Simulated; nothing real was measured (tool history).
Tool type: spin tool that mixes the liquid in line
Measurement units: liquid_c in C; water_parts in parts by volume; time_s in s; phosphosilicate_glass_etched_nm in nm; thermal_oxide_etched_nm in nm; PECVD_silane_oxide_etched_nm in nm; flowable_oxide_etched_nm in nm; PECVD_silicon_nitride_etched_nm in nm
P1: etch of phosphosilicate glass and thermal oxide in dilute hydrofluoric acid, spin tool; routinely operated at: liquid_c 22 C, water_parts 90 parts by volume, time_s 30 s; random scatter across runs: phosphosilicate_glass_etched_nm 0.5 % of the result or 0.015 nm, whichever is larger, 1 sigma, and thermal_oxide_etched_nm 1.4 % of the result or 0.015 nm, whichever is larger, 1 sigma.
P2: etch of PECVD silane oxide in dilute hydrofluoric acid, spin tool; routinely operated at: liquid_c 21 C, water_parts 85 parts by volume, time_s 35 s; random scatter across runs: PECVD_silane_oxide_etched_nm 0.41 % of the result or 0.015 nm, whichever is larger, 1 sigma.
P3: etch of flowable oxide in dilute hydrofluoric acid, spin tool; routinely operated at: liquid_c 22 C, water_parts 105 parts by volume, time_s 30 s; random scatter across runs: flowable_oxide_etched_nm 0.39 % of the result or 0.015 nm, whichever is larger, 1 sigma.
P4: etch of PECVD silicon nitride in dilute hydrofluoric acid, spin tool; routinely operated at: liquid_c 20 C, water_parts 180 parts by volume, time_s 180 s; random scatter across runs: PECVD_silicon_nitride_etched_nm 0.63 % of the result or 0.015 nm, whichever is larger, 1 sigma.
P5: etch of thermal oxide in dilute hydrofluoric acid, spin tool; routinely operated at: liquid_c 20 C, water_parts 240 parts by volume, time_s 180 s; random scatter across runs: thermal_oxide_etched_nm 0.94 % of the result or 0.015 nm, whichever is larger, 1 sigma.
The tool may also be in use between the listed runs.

run   hour  process  liquid_c  water_parts  time_s  hours since the thermometer was replaced  hours since the hydrofluoric acid flow meter was replaced  phosphosilicate_glass_etched_nm  thermal_oxide_etched_nm  PECVD_silane_oxide_etched_nm  flowable_oxide_etched_nm  PECVD_silicon_nitride_etched_nm
  1    7.8       P1        22           90      30                                    1011.9                                                      349.3                            31.38                   1.4453
  2   17.6       P1        22           90      30                                    1021.7                                                      359.1                           31.298                   1.4632
  3   22.7       P1        22           90      30                                    1026.8                                                      364.2                           31.109                   1.4726
  4   30.8       P1        22          150      30                                    1034.9                                                      372.3                             17.6                  0.80751
  5   35.5       P5        20          350     180                                    1039.6                                                        377                                                    1.5636
  6   40.4       P5        20          240     300                                    1044.5                                                      381.9                                                    4.2592
  7   47.7       P2        21           30      35                                    1051.8                                                      389.2                                                                                  22.671
  8   54.4       P2      26.5           85      35                                    1058.5                                                      395.9                                                                                  9.3623
  9   60.4       P3        27          105      30                                    1064.5                                                      401.9                                                                                                            9.3101
 10   70.5       P2        21           85      35                                    1074.6                                                        412                                                                                  7.5285
 11     76       P4        17          180     180                                    1080.1                                                      417.5                                                                                                                                             3.1572
 12   85.8       P1        22           90      30                                    1089.9                                                      427.3                           31.098                   1.4246
 13   92.8       P4        20          180      15                                    1096.9                                                      434.3                                                                                                                                             0.3092
 14  101.5       P2        21           85      15                                    1105.6                                                        443                                                                                  3.2251
 15  111.4       P1        30           90      30                                    1115.5                                                      452.9                           42.421                   2.0266
 16  120.9       P1        30          160      30                                      1125                                                      462.4                           21.951                   1.0071
 17  129.8       P1        22           90      15                                    1133.9                                                      471.3                           15.688                  0.72136
 18  136.1       P1        22           90      50                                    1140.2                                                      477.6                           52.209                   2.3767
 19    142       P4        20          180     180                                    1146.1                                                      483.5                                                                                                                                             3.8544
 20  151.3       P2        21           85      35                                    1155.4                                                      492.8                                                                                  7.4859
 21  158.6       P3        22          105      50                                    1162.7                                                      500.1                                                                                                            12.735
 22  165.3       P1      17.5           90      30                                    1169.4                                                      506.8                           26.081                   1.2024
 23  169.9       P1        17           90      15                                      1174                                                      511.4                            12.63                  0.57785
 24  174.7       P3        22           55      30                                    1178.8                                                      516.2                                                                                                            15.578
 25  183.5       P1        22           40      30                                    1187.6                                                        525                           74.928                   3.4678
 26  191.1       P5        17          240     180                                    1195.2                                                      532.6                                                    2.2638
 27  196.9       P4        20          110     180                                      1201                                                      538.4                                                                                                                                             6.2741
 28  203.1       P3        22          105      30                                    1207.2                                                      544.6                                                                                                            7.6548
 29  212.2       P1        17           90      60                                    1216.3                                                      553.7                           51.033                   2.3816
 30    222       P5        20          240     180                                    1226.1                                                      563.5                                                    2.5056
 31  226.5       P1        22           90      30                                    1230.6                                                        568                            31.21                   1.4079
 32  231.1       P1        22           90      30                                    1235.2                                                      572.6                           30.393                   1.4036
 33  238.7       P1        22           90      30                                    1242.8                                                      580.2                           29.777                   1.3876
 34    244       P1        22           90      30                                    1248.1                                                      585.5                           29.642                    1.371
 35  248.9       P1        22           90      30                                      1253                                                      590.4                            29.37                    1.372
 36  254.9       P1        22           90      30                                      1259                                                      596.4                            29.39                   1.3787
 37    265       P1        22           90      30                                    1269.1                                                      606.5                           29.349                   1.3403

P1 no longer gives what it gave before; its output has crept away from where it was. The following 2 causes, each at its listed size, fit the log equally well:
A: liquid colder than its thermometer reads (K) = 1.51
B: hydrofluoric acid flow below the setpoint (%) = 5.41
Creep in the process output first set in at about hour 226.5.

Which of the 4 check runs listed below, each an average over 2 wafers with its results shown as question marks, gives clearly different results under the different listed causes?
check 1  275.1       P2        21           85      35                                                                                                                                                                                            ?
check 2  275.1       P4        20          180     180                                                                                                                                                                                                                                                       ?
check 3  275.1       P5        20          240     180                                                                                                                                                              ?
check 4  275.1       P3        22          105      30                                                                                                                                                                                                                      ?

Check results expected under each cause:
  check                           result    if A    if B
check 1     PECVD_silane_oxide_etched_nm  7.0576  7.0663
check 2  PECVD_silicon_nitride_etched_nm  3.4933  3.6593
check 3          thermal_oxide_etched_nm  2.3868  2.3607
check 4         flowable_oxide_etched_nm  7.2053  7.1946
Separation of the two closest causes in each check, using whichever result separates them best: check 1 0.12 %; check 2 4.64 %; check 3 1.1 %; check 4 0.15 %
Of the check runs offered, only check 2 discriminates between the causes; the rest would read about the same regardless of which cause applies.

Check 2 was carried out, with these results: PECVD_silicon_nitride_etched_nm 3.5178 nm. Which of the listed causes is responsible?

A is the cause: liquid colder than its thermometer reads (K).
